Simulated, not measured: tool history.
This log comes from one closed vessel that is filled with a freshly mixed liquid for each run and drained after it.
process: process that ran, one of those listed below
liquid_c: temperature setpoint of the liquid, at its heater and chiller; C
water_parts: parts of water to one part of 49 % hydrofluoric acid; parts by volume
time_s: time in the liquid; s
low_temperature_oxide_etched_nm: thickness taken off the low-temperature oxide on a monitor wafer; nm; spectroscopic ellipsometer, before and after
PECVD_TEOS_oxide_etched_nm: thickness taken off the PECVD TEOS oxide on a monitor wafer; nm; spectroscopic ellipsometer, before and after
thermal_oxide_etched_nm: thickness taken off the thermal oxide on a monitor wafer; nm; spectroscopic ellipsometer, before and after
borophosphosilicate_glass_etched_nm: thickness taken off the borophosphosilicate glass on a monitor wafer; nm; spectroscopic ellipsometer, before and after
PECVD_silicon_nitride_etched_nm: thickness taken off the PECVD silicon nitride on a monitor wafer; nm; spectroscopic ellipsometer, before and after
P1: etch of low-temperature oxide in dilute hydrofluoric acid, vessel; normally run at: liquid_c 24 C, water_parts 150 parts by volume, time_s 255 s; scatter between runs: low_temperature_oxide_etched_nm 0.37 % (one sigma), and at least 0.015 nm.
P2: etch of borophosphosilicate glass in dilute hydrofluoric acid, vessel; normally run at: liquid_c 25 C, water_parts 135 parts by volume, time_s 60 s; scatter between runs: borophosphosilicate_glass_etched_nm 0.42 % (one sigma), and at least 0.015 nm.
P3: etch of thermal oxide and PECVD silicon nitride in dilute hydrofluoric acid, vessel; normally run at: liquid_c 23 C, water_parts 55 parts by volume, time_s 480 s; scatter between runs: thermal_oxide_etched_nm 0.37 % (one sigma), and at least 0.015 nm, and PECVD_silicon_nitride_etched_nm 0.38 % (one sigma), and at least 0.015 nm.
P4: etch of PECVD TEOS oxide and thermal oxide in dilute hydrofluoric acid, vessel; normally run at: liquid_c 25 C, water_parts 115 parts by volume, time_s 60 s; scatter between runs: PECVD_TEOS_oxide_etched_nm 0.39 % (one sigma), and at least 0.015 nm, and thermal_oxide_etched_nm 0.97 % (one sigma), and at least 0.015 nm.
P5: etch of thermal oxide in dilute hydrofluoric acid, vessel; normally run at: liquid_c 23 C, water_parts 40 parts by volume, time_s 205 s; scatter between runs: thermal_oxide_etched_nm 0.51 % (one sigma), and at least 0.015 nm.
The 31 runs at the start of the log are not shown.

run     day  process  liquid_c  water_parts  time_s  hours since the thermometer was replaced  hours since the hydrofluoric acid flow meter was replaced  low_temperature_oxide_etched_nm  PECVD_TEOS_oxide_etched_nm  thermal_oxide_etched_nm  borophosphosilicate_glass_etched_nm  PECVD_silicon_nitride_etched_nm
 32  16.767       P2        25          205      60                                    1211.2                                                      563.5                                                                                                                     18.693
 33  17.521       P1      30.5           45     255                                    1229.3                                                      581.6                           155.19
 34  18.283       P1        18          150     255                                    1247.6                                                      599.9                           25.018
 35  18.671       P1        24          150     255                                    1256.9                                                      609.2                            31.49
 36  19.192       P1        24          150     255                                    1269.4                                                      621.7                           32.436
 37  19.712       P1        24          150     255                                    1281.9                                                      634.2                           32.984
 38  20.146       P1        24          150     255                                    1292.3                                                      644.6                           33.475
 39  20.892       P1        24          150     255                                    1310.2                                                      662.5                           33.868

Run 40 is up next; what results do you expect?
 40  21.362       P1        24          150     255                                    1321.5                                                      673.8                                ?

{"run 40": {"low_temperature_oxide_etched_nm": 33.979}}
